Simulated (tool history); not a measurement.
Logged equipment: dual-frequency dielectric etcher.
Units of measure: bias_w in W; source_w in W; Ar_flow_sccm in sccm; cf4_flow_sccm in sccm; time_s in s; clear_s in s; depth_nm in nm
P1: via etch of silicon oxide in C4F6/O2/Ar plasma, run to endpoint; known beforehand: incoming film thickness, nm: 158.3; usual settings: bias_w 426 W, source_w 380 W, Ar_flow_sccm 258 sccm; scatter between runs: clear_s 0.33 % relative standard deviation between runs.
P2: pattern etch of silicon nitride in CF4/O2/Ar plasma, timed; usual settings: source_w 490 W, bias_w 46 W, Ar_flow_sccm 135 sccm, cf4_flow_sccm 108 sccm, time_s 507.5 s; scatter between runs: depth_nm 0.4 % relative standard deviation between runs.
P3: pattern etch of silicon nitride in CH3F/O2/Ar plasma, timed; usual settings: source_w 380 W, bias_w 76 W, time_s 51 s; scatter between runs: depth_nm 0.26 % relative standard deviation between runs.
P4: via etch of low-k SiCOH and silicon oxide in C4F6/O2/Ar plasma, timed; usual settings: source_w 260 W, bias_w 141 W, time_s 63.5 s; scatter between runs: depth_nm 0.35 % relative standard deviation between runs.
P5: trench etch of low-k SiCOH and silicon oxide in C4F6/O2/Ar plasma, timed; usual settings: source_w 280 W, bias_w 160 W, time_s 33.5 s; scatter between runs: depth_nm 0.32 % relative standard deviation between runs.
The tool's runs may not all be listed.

run	day	process	bias_w	source_w	Ar_flow_sccm	cf4_flow_sccm	time_s	clear_s	depth_nm
1	0.458	P1	426	380	258			38.204	
2	0.788	P2	46	350	135	108	507.5		673.62
3	1.062	P1	543	380	258			34.943	
4	1.375	P4	192	260			63.5		150.05
5	1.838	P5	160	280			33.5		85.26
6	2.208	P2	46	490	135	150	507.5		936.55
7	2.621	P2	46	490	135	108	507.5		890.35
8	2.879	P5	160	280			33.5		85.239
9	3.125	P1	426	290	187			40.507	
10	3.571	P2	46	490	165	108	507.5		869.6
11	4.062	P3	76	380			51		35.386
12	4.558	P1	426	380	258			38.156	
13	5.029	P4	141	260			63.5		136.03
14	5.417	P5	160	280			48.5		123.21
15	5.817	P4	141	310			63.5		145.38
16	6.354	P5	160	180			33.5		72.056
17	6.675	P5	113	280			33.5		77.151
18	7.1	P3	76	520			51		39.895
19	7.608	P1	426	380	212			37.368	
20	8.067	P2	46	490	135	108	507.5		890.11
21	8.433	P1	426	380	258			37.981	
22	8.746	P4	141	260			36.5		78.122
23	9.188	P3	100	380			51		39.076
24	9.521	P1	270	380	258			44.733	
25	9.842	P3	76	380			30		20.784
# day 10.038: Ar flow controller replaced
26	10.088	P1	426	380	319			39.271	
27	10.346	P1	426	250	258			44.588	
28	10.742	P2	46	490	135	108	728.5		1289.7
29	11.138	P1	426	380	258			38.125	
30	11.442	P1	426	380	258			38.253	
31	11.95	P1	426	510	258			34.188	
32	12.358	P1	426	380	258			38.316	
33	12.667	P2	36	490	135	108	507.5		823.11
34	12.917	P4	141	260			63.5		136.41
35	13.242	P3	76	380			51		35.311
36	13.6	P1	426	380	258			38.14	
37	13.958	P1	426	380	258			38.319	
38	14.246	P1	426	380	258			38.593	
# day 14.354: wet clean of the chamber
39	14.596	P1	426	380	258			38.886	
# day 14.775: Ar flow controller replaced
40	14.896	P1	426	380	258			38.946	
41	15.146	P1	426	380	258			38.924	
42	15.425	P1	426	380	258			38.897	

What P1 gives has crept off from where it sat before. The 2 causes that follow fit the log equally well, each at the size noted:
A: source power that arrives under what is set, % = 4.41
B: bias power that arrives under what is set, % = 4.48
At approximately day 13.6, the process output began to creep.
The rest of the possible causes, and what rules out each one:
chamber walls in a state that lowers the etch rate, %: serviced at day 14.354, which brought nothing back
Ar flow that arrives over what is set, %: serviced at day 14.775, which brought nothing back

Of the 4 check runs below, each run on 2 wafers with the results averaged and each result still a question mark, which one would tell the listed causes apart?
check 1	15.704	P2	46	490	135	108	507.5		?
check 2	15.704	P5	160	280			33.5		?
check 3	15.704	P4	141	260			63.5		?
check 4	15.704	P3	76	380			51		?

How each check would come out, cause by cause:
check	result	if A	if B
check 1	depth_nm	860.59	879.66
check 2	depth_nm	83.819	84.081
check 3	depth_nm	133.21	133.69
check 4	depth_nm	34.814	34.854
Minimum pairwise separation of causes per check, each pair taken at its best-separating result: check 1 2.19 %; check 2 0.31 %; check 3 0.36 %; check 4 0.11 %
Check 1 tells the causes apart: in the others they would give nearly the same result.

After running check 1, the following was obtained: depth_nm 882.86 nm. Which cause does this point to?

It is B: bias power that arrives under what is set, %.
